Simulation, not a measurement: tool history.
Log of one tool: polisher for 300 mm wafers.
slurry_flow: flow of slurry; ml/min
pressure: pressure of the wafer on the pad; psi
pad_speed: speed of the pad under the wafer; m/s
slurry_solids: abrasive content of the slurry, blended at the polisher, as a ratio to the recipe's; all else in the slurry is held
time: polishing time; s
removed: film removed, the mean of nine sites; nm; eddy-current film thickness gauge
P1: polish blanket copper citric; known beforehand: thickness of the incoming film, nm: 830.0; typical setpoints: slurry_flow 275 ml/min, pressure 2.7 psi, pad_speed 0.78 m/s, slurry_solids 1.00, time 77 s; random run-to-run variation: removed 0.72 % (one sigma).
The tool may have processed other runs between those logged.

| run | hour | slurry_flow | pressure | pad_speed | slurry_solids | time | wafers polished on this pad | hours since the slurry nozzle was cleaned | hours since the head pressure was calibrated | hours since the slurry blender was calibrated | removed |
|---|---|---|---|---|---|---|---|---|---|---|---|
| 1 | 9.7 | 275 | 2.7 | 0.78 | 1.00 | 77 | 223 | 95.8 | 157.7 | 101.5 | 107.580 |
| 2 | 28.9 | 275 | 2.7 | 0.78 | 1.00 | 111 | 474 | 115.0 | 176.9 | 120.7 | 155.840 |
|  | 36.7 | slurry blender recalibrated |
| 3 | 38.0 | 275 | 2.7 | 0.78 | 1.00 | 77 | 592 | 124.1 | 186.0 | 1.3 | 108.680 |
| 4 | 50.6 | 275 | 2.7 | 0.78 | 1.00 | 48 | 757 | 136.7 | 198.6 | 13.9 | 67.915 |
| 5 | 68.8 | 275 | 2.7 | 0.78 | 1.00 | 77 | 994 | 154.9 | 216.8 | 32.1 | 107.820 |
| 6 | 78.1 | 385 | 2.7 | 0.78 | 1.00 | 77 | 1115 | 164.2 | 226.1 | 41.4 | 111.220 |
| 7 | 87.8 | 165 | 2.7 | 1.06 | 1.00 | 77 | 1242 | 173.9 | 235.8 | 51.1 | 137.130 |
| 8 | 98.8 | 275 | 2.7 | 0.78 | 1.00 | 77 | 1385 | 184.9 | 246.8 | 62.1 | 106.440 |
| 9 | 113.3 | 275 | 2.7 | 0.78 | 0.65 | 77 | 1574 | 199.4 | 261.3 | 76.6 | 98.608 |
| 10 | 123.4 | 275 | 2.7 | 0.78 | 1.00 | 77 | 1706 | 209.5 | 271.4 | 86.7 | 107.520 |
| 11 | 135.1 | 275 | 2.7 | 0.78 | 1.00 | 77 | 1859 | 221.2 | 283.1 | 98.4 | 107.150 |
| 12 | 147.1 | 275 | 4.2 | 0.78 | 1.00 | 77 | 2015 | 233.2 | 295.1 | 110.4 | 165.630 |
| 13 | 165.8 | 165 | 2.7 | 0.78 | 1.00 | 77 | 2259 | 251.9 | 313.8 | 129.1 | 101.310 |
| 14 | 177.6 | 275 | 2.7 | 0.46 | 1.00 | 77 | 2413 | 263.7 | 325.6 | 140.9 | 64.674 |
| 15 | 192.6 | 275 | 2.7 | 0.78 | 1.40 | 77 | 2609 | 278.7 | 340.6 | 155.9 | 114.880 |
| 16 | 205.8 | 275 | 2.7 | 0.78 | 1.00 | 77 | 2781 | 291.9 | 353.8 | 169.1 | 106.790 |
| 17 | 220.1 | 275 | 1.7 | 0.78 | 1.00 | 77 | 2967 | 306.2 | 368.1 | 183.4 | 68.604 |
| 18 | 235.4 | 275 | 2.7 | 1.16 | 1.00 | 77 | 3167 | 321.5 | 383.4 | 198.7 | 157.110 |

Forecast run 19:
| 19 | 249.0 | 275 | 2.7 | 0.78 | 1.00 | 77 | 3344 | 335.1 | 397.0 | 212.3 | ? |

{"run 19": {"removed": 105.44}}
